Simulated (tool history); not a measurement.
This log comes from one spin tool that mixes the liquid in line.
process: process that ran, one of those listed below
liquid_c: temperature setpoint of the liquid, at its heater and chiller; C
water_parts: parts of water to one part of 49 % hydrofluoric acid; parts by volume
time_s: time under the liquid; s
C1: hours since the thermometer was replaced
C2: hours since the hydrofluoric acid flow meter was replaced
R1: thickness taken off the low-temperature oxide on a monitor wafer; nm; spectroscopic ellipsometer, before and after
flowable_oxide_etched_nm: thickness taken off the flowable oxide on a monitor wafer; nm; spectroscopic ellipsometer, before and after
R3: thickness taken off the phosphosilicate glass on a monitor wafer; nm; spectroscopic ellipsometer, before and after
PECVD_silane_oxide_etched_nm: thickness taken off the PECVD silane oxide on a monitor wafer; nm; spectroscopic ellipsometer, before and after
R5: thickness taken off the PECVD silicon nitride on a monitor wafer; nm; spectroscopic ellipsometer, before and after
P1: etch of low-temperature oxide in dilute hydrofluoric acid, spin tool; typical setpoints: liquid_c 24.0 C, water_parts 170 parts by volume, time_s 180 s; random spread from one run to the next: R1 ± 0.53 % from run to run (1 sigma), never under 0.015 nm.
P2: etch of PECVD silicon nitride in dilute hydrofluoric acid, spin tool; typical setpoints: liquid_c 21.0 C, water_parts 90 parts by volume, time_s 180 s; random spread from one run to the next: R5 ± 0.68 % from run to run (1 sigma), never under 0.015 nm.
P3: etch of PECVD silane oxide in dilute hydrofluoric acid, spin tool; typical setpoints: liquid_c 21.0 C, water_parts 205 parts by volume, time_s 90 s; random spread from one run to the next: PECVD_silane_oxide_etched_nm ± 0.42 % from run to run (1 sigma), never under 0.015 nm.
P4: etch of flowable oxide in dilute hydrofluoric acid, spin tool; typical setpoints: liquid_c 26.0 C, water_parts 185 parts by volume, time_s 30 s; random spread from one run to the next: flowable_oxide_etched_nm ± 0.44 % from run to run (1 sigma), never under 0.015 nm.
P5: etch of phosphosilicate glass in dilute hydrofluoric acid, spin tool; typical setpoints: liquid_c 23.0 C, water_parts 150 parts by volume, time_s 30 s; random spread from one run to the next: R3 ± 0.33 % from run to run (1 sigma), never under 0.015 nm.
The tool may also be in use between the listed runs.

{"run": 1, "hour": 14.8, "process": "P1", "liquid_c": 24.0, "water_parts": 170, "time_s": 180, "C1": 1452.8, "C2": 655.9, "R1": 17.915}
{"run": 2, "hour": 31.5, "process": "P4", "liquid_c": 26.0, "water_parts": 185, "time_s": 60, "C1": 1469.5, "C2": 672.6, "flowable_oxide_etched_nm": 15.63}
{"run": 3, "hour": 46.9, "process": "P1", "liquid_c": 24.0, "water_parts": 285, "time_s": 180, "C1": 1484.9, "C2": 688.0, "R1": 9.443}
{"run": 4, "hour": 54.6, "process": "P4", "liquid_c": 26.0, "water_parts": 185, "time_s": 30, "C1": 1492.6, "C2": 695.7, "flowable_oxide_etched_nm": 7.8331}
{"run": 5, "hour": 64.7, "process": "P4", "liquid_c": 26.0, "water_parts": 185, "time_s": 30, "C1": 1502.7, "C2": 705.8, "flowable_oxide_etched_nm": 7.8118}
{"run": 6, "hour": 79.3, "process": "P5", "liquid_c": 23.0, "water_parts": 240, "time_s": 30, "C1": 1517.3, "C2": 720.4, "R3": 20.942}
{"run": 7, "hour": 92.4, "process": "P3", "liquid_c": 21.0, "water_parts": 205, "time_s": 15, "C1": 1530.4, "C2": 733.5, "PECVD_silane_oxide_etched_nm": 1.0837}
{"run": 8, "hour": 104.1, "process": "P1", "liquid_c": 24.0, "water_parts": 95, "time_s": 180, "C1": 1542.1, "C2": 745.2, "R1": 35.025}
{"run": 9, "hour": 114.6, "process": "P2", "liquid_c": 21.0, "water_parts": 160, "time_s": 180, "C1": 1552.6, "C2": 755.7, "R5": 1.9999}
{"run": 10, "hour": 128.0, "process": "P2", "liquid_c": 21.0, "water_parts": 90, "time_s": 320, "C1": 1566.0, "C2": 769.1, "R5": 6.221}
{"run": 11, "hour": 141.1, "process": "P1", "liquid_c": 24.0, "water_parts": 170, "time_s": 180, "C1": 1579.1, "C2": 782.2, "R1": 17.763}
{"run": 12, "hour": 154.5, "process": "P1", "liquid_c": 24.0, "water_parts": 170, "time_s": 180, "C1": 1592.5, "C2": 795.6, "R1": 18.03}
{"run": 13, "hour": 166.2, "process": "P1", "liquid_c": 24.0, "water_parts": 170, "time_s": 290, "C1": 1604.2, "C2": 807.3, "R1": 28.605}
{"run": 14, "hour": 176.1, "process": "P5", "liquid_c": 23.0, "water_parts": 150, "time_s": 15, "C1": 1614.1, "C2": 817.2, "R3": 18.339}
{"run": 15, "hour": 192.8, "process": "P2", "liquid_c": 21.0, "water_parts": 90, "time_s": 180, "C1": 1630.8, "C2": 833.9, "R5": 3.4987}
{"run": 16, "hour": 201.7, "process": "P5", "liquid_c": 23.0, "water_parts": 150, "time_s": 30, "C1": 1639.7, "C2": 842.8, "R3": 36.41}
{"run": 17, "hour": 214.1, "process": "P1", "liquid_c": 28.5, "water_parts": 260, "time_s": 180, "C1": 1652.1, "C2": 855.2, "R1": 12.303}
{"run": 18, "hour": 229.2, "process": "P1", "liquid_c": 24.0, "water_parts": 170, "time_s": 180, "C1": 1667.2, "C2": 870.3, "R1": 17.859}
{"run": 19, "hour": 244.4, "process": "P4", "liquid_c": 26.0, "water_parts": 90, "time_s": 30, "C1": 1682.4, "C2": 885.5, "flowable_oxide_etched_nm": 18.079}
{"hour": 260.3, "done": "thermometer replaced"}
{"run": 20, "hour": 260.6, "process": "P3", "liquid_c": 28.5, "water_parts": 205, "time_s": 90, "C1": 0.4, "C2": 901.7, "PECVD_silane_oxide_etched_nm": 8.5639}
{"run": 21, "hour": 277.7, "process": "P3", "liquid_c": 21.0, "water_parts": 205, "time_s": 90, "C1": 17.5, "C2": 918.8, "PECVD_silane_oxide_etched_nm": 6.4924}
{"run": 22, "hour": 294.8, "process": "P1", "liquid_c": 24.0, "water_parts": 170, "time_s": 180, "C1": 34.6, "C2": 935.9, "R1": 17.801}
{"run": 23, "hour": 306.8, "process": "P1", "liquid_c": 18.0, "water_parts": 170, "time_s": 180, "C1": 46.6, "C2": 947.9, "R1": 14.188}
{"run": 24, "hour": 315.5, "process": "P3", "liquid_c": 21.0, "water_parts": 65, "time_s": 90, "C1": 55.3, "C2": 956.6, "PECVD_silane_oxide_etched_nm": 23.954}
{"run": 25, "hour": 326.2, "process": "P2", "liquid_c": 17.0, "water_parts": 90, "time_s": 180, "C1": 66.0, "C2": 967.3, "R5": 2.6581}
{"run": 26, "hour": 341.1, "process": "P3", "liquid_c": 21.0, "water_parts": 205, "time_s": 90, "C1": 80.9, "C2": 982.2, "PECVD_silane_oxide_etched_nm": 6.5081}
{"run": 27, "hour": 355.8, "process": "P5", "liquid_c": 18.5, "water_parts": 150, "time_s": 30, "C1": 95.6, "C2": 996.9, "R3": 30.703}
{"run": 28, "hour": 364.3, "process": "P1", "liquid_c": 24.0, "water_parts": 170, "time_s": 30, "C1": 104.1, "C2": 1005.4, "R1": 2.9765}
{"run": 29, "hour": 376.3, "process": "P4", "liquid_c": 17.5, "water_parts": 185, "time_s": 30, "C1": 116.1, "C2": 1017.4, "flowable_oxide_etched_nm": 5.5534}
{"run": 30, "hour": 383.9, "process": "P1", "liquid_c": 28.5, "water_parts": 170, "time_s": 180, "C1": 123.7, "C2": 1025.0, "R1": 20.981}
{"run": 31, "hour": 401.4, "process": "P1", "liquid_c": 18.0, "water_parts": 170, "time_s": 85, "C1": 141.2, "C2": 1042.5, "R1": 6.6519}
{"run": 32, "hour": 409.3, "process": "P1", "liquid_c": 24.0, "water_parts": 170, "time_s": 180, "C1": 149.1, "C2": 1050.4, "R1": 17.898}
{"run": 33, "hour": 423.9, "process": "P1", "liquid_c": 24.0, "water_parts": 170, "time_s": 180, "C1": 163.7, "C2": 1065.0, "R1": 17.238}
{"run": 34, "hour": 438.5, "process": "P1", "liquid_c": 24.0, "water_parts": 170, "time_s": 180, "C1": 178.3, "C2": 1079.6, "R1": 16.999}
{"run": 35, "hour": 450.9, "process": "P1", "liquid_c": 24.0, "water_parts": 170, "time_s": 180, "C1": 190.7, "C2": 1092.0, "R1": 16.959}
{"run": 36, "hour": 467.5, "process": "P1", "liquid_c": 24.0, "water_parts": 170, "time_s": 180, "C1": 207.3, "C2": 1108.6, "R1": 16.754}
{"run": 37, "hour": 476.5, "process": "P1", "liquid_c": 24.0, "water_parts": 170, "time_s": 180, "C1": 216.3, "C2": 1117.6, "R1": 16.731}
{"run": 38, "hour": 486.4, "process": "P1", "liquid_c": 24.0, "water_parts": 170, "time_s": 180, "C1": 226.2, "C2": 1127.5, "R1": 16.843}
{"run": 39, "hour": 499.6, "process": "P1", "liquid_c": 24.0, "water_parts": 170, "time_s": 180, "C1": 239.4, "C2": 1140.7, "R1": 16.649}

What P1 gives has crept away from where it was. These 2 causes fit the log equally well, each at the size given:
A: liquid colder than its thermometer reads (K) = 1.55
B: hydrofluoric acid flow below the setpoint (%) = 4.79
Creep in the process output first set in at about hour 409.3.

Which of the 4 check runs listed below, each an average over 2 wafers with its results shown as question marks, gives clearly different results under the different listed causes?
{"run": "check 1", "hour": 512.8, "process": "P3", "liquid_c": 21.0, "water_parts": 75, "time_s": 15, "PECVD_silane_oxide_etched_nm": "?"}
{"run": "check 2", "hour": 512.8, "process": "P4", "liquid_c": 18.5, "water_parts": 185, "time_s": 30, "flowable_oxide_etched_nm": "?"}
{"run": "check 3", "hour": 512.8, "process": "P5", "liquid_c": 23.0, "water_parts": 150, "time_s": 20, "R3": "?"}
{"run": "check 4", "hour": 512.8, "process": "P2", "liquid_c": 21.0, "water_parts": 140, "time_s": 305, "R5": "?"}

Predicted outcomes, by check and by cause:
check=check_1 result=PECVD_silane_oxide_etched_nm if_A=3.2009 if_B=3.2366
check=check_2 result=flowable_oxide_etched_nm if_A=5.5095 if_B=5.5306
check=check_3 result=R3 if_A=22.973 if_B=23.038
check=check_4 result=R5 if_A=3.4731 if_B=3.6722
Per-check spread between the two closest causes, in the result where they differ most: check 1 1.11 %; check 2 0.38 %; check 3 0.28 %; check 4 5.57 %
Check 4 tells the causes apart: in the others they would give nearly the same result.

Check 4 was carried out, with these results: R5 3.6587 nm. Which of the listed causes is responsible?

The correct cause is B, namely: hydrofluoric acid flow below the setpoint (%).
